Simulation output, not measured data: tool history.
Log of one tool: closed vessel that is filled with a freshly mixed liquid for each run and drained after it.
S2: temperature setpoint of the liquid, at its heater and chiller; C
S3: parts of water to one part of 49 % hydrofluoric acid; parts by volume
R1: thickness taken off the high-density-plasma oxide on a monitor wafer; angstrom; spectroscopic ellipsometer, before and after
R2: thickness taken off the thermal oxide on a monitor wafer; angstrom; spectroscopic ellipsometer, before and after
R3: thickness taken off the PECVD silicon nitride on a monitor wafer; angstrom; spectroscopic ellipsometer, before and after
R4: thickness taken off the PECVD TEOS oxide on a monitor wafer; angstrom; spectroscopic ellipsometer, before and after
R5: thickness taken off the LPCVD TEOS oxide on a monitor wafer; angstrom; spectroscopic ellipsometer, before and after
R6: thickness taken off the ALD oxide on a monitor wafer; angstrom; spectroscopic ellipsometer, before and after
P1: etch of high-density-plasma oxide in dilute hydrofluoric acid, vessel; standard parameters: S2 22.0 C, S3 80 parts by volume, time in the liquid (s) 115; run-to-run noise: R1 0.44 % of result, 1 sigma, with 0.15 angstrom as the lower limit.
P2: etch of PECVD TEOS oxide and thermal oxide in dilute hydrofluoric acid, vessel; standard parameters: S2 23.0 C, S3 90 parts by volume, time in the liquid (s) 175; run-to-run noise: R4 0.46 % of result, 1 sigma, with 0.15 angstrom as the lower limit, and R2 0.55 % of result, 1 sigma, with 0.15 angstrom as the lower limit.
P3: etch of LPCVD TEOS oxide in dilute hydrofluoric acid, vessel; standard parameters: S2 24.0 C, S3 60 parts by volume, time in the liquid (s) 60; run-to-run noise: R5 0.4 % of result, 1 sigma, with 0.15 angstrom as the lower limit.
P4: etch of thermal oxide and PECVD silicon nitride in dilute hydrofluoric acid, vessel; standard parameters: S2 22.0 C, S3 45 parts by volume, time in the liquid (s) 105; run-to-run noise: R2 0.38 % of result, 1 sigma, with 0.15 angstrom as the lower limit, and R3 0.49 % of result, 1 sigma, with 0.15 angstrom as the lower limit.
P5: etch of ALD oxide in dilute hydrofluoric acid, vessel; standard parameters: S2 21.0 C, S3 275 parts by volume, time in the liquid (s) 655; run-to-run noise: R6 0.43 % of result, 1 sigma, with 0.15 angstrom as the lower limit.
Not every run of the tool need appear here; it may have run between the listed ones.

run 1 hour=18.1 | process_that_ran=P1 S2=22.0 S3=80 time_in_the_liquid_(s)=115 | R1=69.744
run 2 hour=34.2 | process_that_ran=P4 S2=28.5 S3=45 time_in_the_liquid_(s)=105 | R2=144.450 R3=85.782
run 3 hour=50.9 | process_that_ran=P2 S2=23.0 S3=90 time_in_the_liquid_(s)=175 | R2=90.220 R4=211.41
run 4 hour=59.0 | process_that_ran=P1 S2=22.0 S3=80 time_in_the_liquid_(s)=115 | R1=69.887
run 5 hour=74.8 | process_that_ran=P1 S2=22.0 S3=145 time_in_the_liquid_(s)=115 | R1=36.103
run 6 hour=90.6 | process_that_ran=P3 S2=30.0 S3=60 time_in_the_liquid_(s)=60 | R5=483.18
run 7 hour=98.7 | process_that_ran=P3 S2=24.0 S3=60 time_in_the_liquid_(s)=115 | R5=730.05
run 8 hour=111.6 | process_that_ran=P2 S2=23.0 S3=90 time_in_the_liquid_(s)=175 | R2=89.670 R4=210.07
run 9 hour=127.9 | process_that_ran=P5 S2=21.0 S3=275 time_in_the_liquid_(s)=655 | R6=217.530
run 10 hour=139.2 | process_that_ran=P4 S2=22.0 S3=70 time_in_the_liquid_(s)=105 | R2=69.178 R3=35.931
run 11 hour=155.3 | process_that_ran=P4 S2=22.0 S3=45 time_in_the_liquid_(s)=105 | R2=110.940 R3=55.253
run 12 hour=169.0 | process_that_ran=P5 S2=21.0 S3=85 time_in_the_liquid_(s)=655 | R6=861.340
run 13 hour=186.5 | process_that_ran=P1 S2=22.0 S3=80 time_in_the_liquid_(s)=115 | R1=70.481
run 14 hour=202.6 | process_that_ran=P1 S2=28.0 S3=35 time_in_the_liquid_(s)=115 | R1=216.920
run 15 hour=211.2 | process_that_ran=P1 S2=22.0 S3=80 time_in_the_liquid_(s)=190 | R1=115.210
run 16 hour=228.5 | process_that_ran=P5 S2=21.0 S3=275 time_in_the_liquid_(s)=110 | R6=36.875
run 17 hour=239.8 | process_that_ran=P2 S2=31.0 S3=90 time_in_the_liquid_(s)=175 | R2=122.650 R4=288.26
run 18 hour=257.1 | process_that_ran=P1 S2=22.0 S3=80 time_in_the_liquid_(s)=115 | R1=70.385
run 19 hour=273.6 | process_that_ran=P3 S2=24.0 S3=20 time_in_the_liquid_(s)=60 | R5=1214.70
run 20 hour=285.9 | process_that_ran=P5 S2=21.0 S3=275 time_in_the_liquid_(s)=655 | R6=219.230
run 21 hour=300.0 | process_that_ran=P1 S2=22.0 S3=50 time_in_the_liquid_(s)=115 | R1=116.290
run 22 hour=314.9 | process_that_ran=P2 S2=23.0 S3=20 time_in_the_liquid_(s)=175 | R2=438.680 R4=1037.50
run 23 hour=333.4 | process_that_ran=P4 S2=22.0 S3=45 time_in_the_liquid_(s)=40 | R2=42.143 R3=21.132

What will run 24 give?
run 24 hour=344.1 | process_that_ran=P1 S2=26.0 S3=80 time_in_the_liquid_(s)=115 | R1=?

For run 24 the tool returned R1 81.917 angstrom.
